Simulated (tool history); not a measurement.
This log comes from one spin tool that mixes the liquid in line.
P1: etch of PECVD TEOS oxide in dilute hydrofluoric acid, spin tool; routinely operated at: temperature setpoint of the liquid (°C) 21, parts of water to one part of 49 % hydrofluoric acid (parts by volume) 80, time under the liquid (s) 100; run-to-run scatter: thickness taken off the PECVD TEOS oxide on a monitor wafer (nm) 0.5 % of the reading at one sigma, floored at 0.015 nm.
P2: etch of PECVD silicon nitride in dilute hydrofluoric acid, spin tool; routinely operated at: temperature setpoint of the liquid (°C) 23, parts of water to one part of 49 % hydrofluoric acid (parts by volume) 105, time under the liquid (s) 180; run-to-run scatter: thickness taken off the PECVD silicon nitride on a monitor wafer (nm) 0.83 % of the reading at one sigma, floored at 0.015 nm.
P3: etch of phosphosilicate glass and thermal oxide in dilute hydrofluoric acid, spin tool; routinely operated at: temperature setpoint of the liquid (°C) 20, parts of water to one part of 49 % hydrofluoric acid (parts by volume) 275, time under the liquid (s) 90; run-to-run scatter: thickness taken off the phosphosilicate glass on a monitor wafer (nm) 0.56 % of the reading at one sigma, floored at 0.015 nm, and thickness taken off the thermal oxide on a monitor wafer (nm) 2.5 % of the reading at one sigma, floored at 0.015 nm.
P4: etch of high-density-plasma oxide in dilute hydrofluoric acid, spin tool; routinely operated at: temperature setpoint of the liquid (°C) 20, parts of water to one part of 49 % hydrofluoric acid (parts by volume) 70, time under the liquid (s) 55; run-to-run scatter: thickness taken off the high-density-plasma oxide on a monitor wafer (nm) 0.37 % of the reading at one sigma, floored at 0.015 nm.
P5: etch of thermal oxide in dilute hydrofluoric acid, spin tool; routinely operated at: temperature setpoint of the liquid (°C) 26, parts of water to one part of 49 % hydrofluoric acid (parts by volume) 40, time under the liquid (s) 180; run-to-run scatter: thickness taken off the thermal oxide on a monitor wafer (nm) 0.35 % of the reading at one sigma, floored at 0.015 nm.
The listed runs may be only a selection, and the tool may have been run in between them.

run	day	process that ran	temperature setpoint of the liquid (°C)	parts of water to one part of 49 % hydrofluoric acid (parts by volume)	time under the liquid (s)	thickness taken off the PECVD TEOS oxide on a monitor wafer (nm)	thickness taken off the high-density-plasma oxide on a monitor wafer (nm)	thickness taken off the phosphosilicate glass on a monitor wafer (nm)	thickness taken off the thermal oxide on a monitor wafer (nm)	thickness taken off the PECVD silicon nitride on a monitor wafer (nm)
1	0.575	P1	21	80	100	15.185				
2	1.096	P1	21	135	100	8.5116				
3	1.483	P1	21	80	100	15.137				
4	1.875	P1	21	80	100	15.296				
5	2.438	P4	24.5	70	55		8.1014			
6	3.046	P3	20	125	90			100.69	2.7051	
7	3.467	P2	23	105	350					6.0829
8	3.946	P1	17	80	180	23.334				
9	4.579	P5	26	40	180				24.825	
10	4.938	P5	26	20	180				51.233	
11	5.421	P4	20	70	55		6.779			
12	5.792	P1	21	80	100	15.228				
13	6.329	P4	20	70	110		13.546			
14	6.812	P4	20	70	55		6.7624			
15	7.208	P3	27	275	90			51.06	1.2865	
16	7.512	P2	23	105	180					3.1757
17	7.979	P1	21	80	100	15.29				
18	8.354	P5	26	40	300				41.344	
19	8.696	P3	20	275	90			39.265	1.0495	
20	8.992	P3	20	275	15			6.5854	0.18003	
21	9.433	P2	17	105	180					2.0959
22	10.079	P1	21	80	100	15.308				
23	10.438	P2	23	25	180					12.797
24	10.921	P1	17	80	100	12.923				
25	11.25	P5	26	40	180				24.823	
26	11.579	P5	32	40	180				31.157	
27	11.933	P4	20	115	55		3.9022			
28	12.354	P3	20	275	90			39.181	1.0276	
29	12.829	P1	21	80	30	4.6096				
30	13.462	P1	17.5	45	100	24.381				
31	13.842	P1	21	80	100	15.184				
32	14.333	P1	21	80	170	25.966				
33	14.867	P1	28	80	100	20.103				
34	15.288	P1	21	20	100	66.292				
35	15.929	P1	21	80	100	15.341				
36	16.321	P1	21	80	100	15.007				
37	16.921	P1	21	80	100	14.55				
38	17.462	P1	21	80	100	14.272				
39	17.992	P1	21	80	100	14.448				
40	18.562	P1	21	80	100	14.131				
41	19.046	P1	21	80	100	14.156				
42	19.512	P1	21	80	100	14.058				

What P1 gives has crept off from where it sat before. The 2 causes that follow fit the log equally well, each at the size noted:
A: liquid colder than its thermometer reads (K) = 1.9
B: hydrofluoric acid flow below the setpoint (%) = 6.92
Onset of the creep was near day 15.929.

4 check runs are offered, each on 2 wafers whose results are averaged, their results left as question marks. Which one tells the causes apart?
check 1	19.979	P5	26	25	300				?	
check 2	19.979	P3	20	140	15			?	?	
check 3	19.979	P2	23	105	340					?
check 4	19.979	P4	20	70	100		?			

Check results expected under each cause:
check	result	if A	if B
check 1	thickness taken off the thermal oxide on a monitor wafer (nm)	62.321	62.623
check 2	thickness taken off the phosphosilicate glass on a monitor wafer (nm)	13.644	13.564
check 2	thickness taken off the thermal oxide on a monitor wafer (nm)	0.35821	0.35613
check 3	thickness taken off the PECVD silicon nitride on a monitor wafer (nm)	5.2373	5.5406
check 4	thickness taken off the high-density-plasma oxide on a monitor wafer (nm)	11.341	11.37
Minimum pairwise separation of causes per check, each pair taken at its best-separating result: check 1 0.48 %; check 2 0.58 %; check 3 5.63 %; check 4 0.25 %
Only in check 3 would the causes give clearly different results; in the remaining checks their results would be nearly the same.

The results of check 3 are: thickness taken off the PECVD silicon nitride on a monitor wafer (nm) 5.1719. Based on these, which of the listed causes is it?

Of the candidate causes, it is A: liquid colder than its thermometer reads (K).
